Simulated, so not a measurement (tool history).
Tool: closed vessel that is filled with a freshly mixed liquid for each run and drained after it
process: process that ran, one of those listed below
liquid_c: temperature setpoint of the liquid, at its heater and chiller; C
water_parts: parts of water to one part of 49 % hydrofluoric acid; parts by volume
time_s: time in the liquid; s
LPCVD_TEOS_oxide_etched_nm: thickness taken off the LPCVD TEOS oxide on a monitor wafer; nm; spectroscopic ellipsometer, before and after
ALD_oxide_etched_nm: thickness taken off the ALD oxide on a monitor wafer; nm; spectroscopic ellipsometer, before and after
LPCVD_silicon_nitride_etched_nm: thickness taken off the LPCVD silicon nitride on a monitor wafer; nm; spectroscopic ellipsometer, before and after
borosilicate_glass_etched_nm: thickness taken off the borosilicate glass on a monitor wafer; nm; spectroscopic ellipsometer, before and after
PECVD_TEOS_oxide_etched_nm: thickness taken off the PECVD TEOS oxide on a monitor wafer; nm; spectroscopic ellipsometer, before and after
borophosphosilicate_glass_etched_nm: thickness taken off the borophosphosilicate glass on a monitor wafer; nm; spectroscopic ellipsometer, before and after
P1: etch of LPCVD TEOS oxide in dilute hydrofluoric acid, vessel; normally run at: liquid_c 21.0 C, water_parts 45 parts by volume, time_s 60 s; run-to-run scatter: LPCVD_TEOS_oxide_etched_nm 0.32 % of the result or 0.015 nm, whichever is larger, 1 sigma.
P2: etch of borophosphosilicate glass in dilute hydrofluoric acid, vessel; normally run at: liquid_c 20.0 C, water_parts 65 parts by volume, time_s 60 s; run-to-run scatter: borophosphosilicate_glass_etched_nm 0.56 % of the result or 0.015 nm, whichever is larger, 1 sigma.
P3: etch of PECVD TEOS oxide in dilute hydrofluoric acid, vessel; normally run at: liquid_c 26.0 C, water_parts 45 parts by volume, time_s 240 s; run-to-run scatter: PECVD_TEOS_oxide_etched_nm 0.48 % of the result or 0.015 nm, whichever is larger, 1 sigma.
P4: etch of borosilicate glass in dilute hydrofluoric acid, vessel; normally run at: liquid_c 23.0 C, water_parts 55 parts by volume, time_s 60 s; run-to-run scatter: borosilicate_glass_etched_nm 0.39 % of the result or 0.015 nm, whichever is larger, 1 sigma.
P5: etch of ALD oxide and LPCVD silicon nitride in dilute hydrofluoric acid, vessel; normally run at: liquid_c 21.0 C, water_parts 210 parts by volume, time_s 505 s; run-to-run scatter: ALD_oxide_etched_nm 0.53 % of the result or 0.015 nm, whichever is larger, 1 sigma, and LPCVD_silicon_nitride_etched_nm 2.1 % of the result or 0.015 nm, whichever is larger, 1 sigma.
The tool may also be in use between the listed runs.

run	hour	process	liquid_c	water_parts	time_s	hours since the thermometer was replaced	hours since the hydrofluoric acid flow meter was replaced	LPCVD_TEOS_oxide_etched_nm	ALD_oxide_etched_nm	LPCVD_silicon_nitride_etched_nm	borosilicate_glass_etched_nm	PECVD_TEOS_oxide_etched_nm	borophosphosilicate_glass_etched_nm
1	16.7	P1	21.0	45	60	1049.3	222.7	29.763					
2	31.8	P5	21.0	210	505	1064.4	237.8		39.907	1.0209			
3	41.0	P4	23.0	55	60	1073.6	247.0				55.806		
4	58.1	P4	31.0	55	60	1090.7	264.1				77.387		
5	70.2	P4	23.0	30	60	1102.8	276.2				105.880		
6	78.7	P5	21.0	100	505	1111.3	284.7		93.931	2.2207			
7	88.5	P3	26.0	75	240	1121.1	294.5					34.385	
# hour 95.9: hydrofluoric acid flow meter replaced
8	100.7	P1	21.0	20	60	1133.3	4.9	68.967					
9	116.6	P2	20.0	65	30	1149.2	20.8						19.476
10	130.4	P4	23.0	55	60	1163.0	34.6				55.951		
11	141.1	P2	17.0	65	60	1173.7	45.3						34.090
12	157.2	P5	21.0	210	505	1189.8	61.4		39.834	1.0323			
13	174.0	P5	25.5	210	505	1206.6	78.2		46.815	1.4826			
14	186.1	P3	17.5	45	240	1218.7	90.3					41.565	
15	201.0	P1	21.0	45	30	1233.6	105.2	14.778					
16	211.8	P5	21.0	210	955	1244.4	116.0		75.339	2.0301			
17	225.0	P2	20.0	65	60	1257.6	129.2						39.043
18	236.3	P3	26.0	45	240	1268.9	140.5					59.953	
19	250.0	P1	17.0	45	60	1282.6	154.2	25.023					
20	263.6	P1	21.0	45	60	1296.2	167.8	29.539					
21	280.3	P1	21.0	45	60	1312.9	184.5	29.724					
22	292.1	P2	20.0	25	60	1324.7	196.3						105.360
23	307.2	P1	21.0	45	60	1339.8	211.4	29.639					
24	317.6	P4	23.0	55	30	1350.2	221.8				27.694		
25	326.6	P1	21.0	75	60	1359.2	230.8	17.116					
26	342.4	P1	27.5	45	30	1375.0	246.6	19.432					
27	353.4	P3	26.0	45	105	1386.0	257.6					26.041	
28	366.2	P1	26.0	45	60	1398.8	270.4	36.574					
29	376.8	P1	21.0	45	100	1409.4	281.0	49.477					
30	387.7	P1	21.0	45	60	1420.3	291.9	29.587					
31	396.8	P1	21.0	45	60	1429.4	301.0	28.722					
32	409.2	P1	21.0	45	60	1441.8	313.4	28.326					
33	425.5	P1	21.0	45	60	1458.1	329.7	27.873					
34	435.9	P1	21.0	45	60	1468.5	340.1	27.635					
35	449.6	P1	21.0	45	60	1482.2	353.8	27.678					
36	465.7	P1	21.0	45	60	1498.3	369.9	27.552					
37	477.0	P1	21.0	45	60	1509.6	381.2	27.481					
38	491.4	P1	21.0	45	60	1524.0	395.6	27.135					

What P1 gives has crept away from where it was. These 2 causes fit the log equally well, each at the size given:
A: hydrofluoric acid flow below the setpoint (%) = 7.19
B: liquid colder than its thermometer reads (K) = 1.86
The creep began at about hour 387.7.

4 check runs are offered, each on 5 wafers whose results are averaged, their results left as question marks. Which one tells the causes apart?
check 1	505.8	P3	26.0	45	240							?	
check 2	505.8	P4	23.0	55	60						?		
check 3	505.8	P2	20.0	65	60								?
check 4	505.8	P5	21.0	210	505				?	?			

What each check would give under each cause:
check	result	if A	if B
check 1	PECVD_TEOS_oxide_etched_nm	55.156	55.342
check 2	borosilicate_glass_etched_nm	51.418	51.553
check 3	borophosphosilicate_glass_etched_nm	35.972	36.037
check 4	ALD_oxide_etched_nm	36.131	36.836
check 4	LPCVD_silicon_nitride_etched_nm	0.97949	0.93285
How far apart the two closest causes lie, in the result that separates them most: check 1 0.34 %; check 2 0.26 %; check 3 0.18 %; check 4 4.88 %
Only check 4 tells the causes apart: in the others they would give nearly the same result.

Check 4 was then run and gave: ALD_oxide_etched_nm 36.797 nm; LPCVD_silicon_nitride_etched_nm 0.95481 nm. Which cause is it?

It is B: liquid colder than its thermometer reads (K).
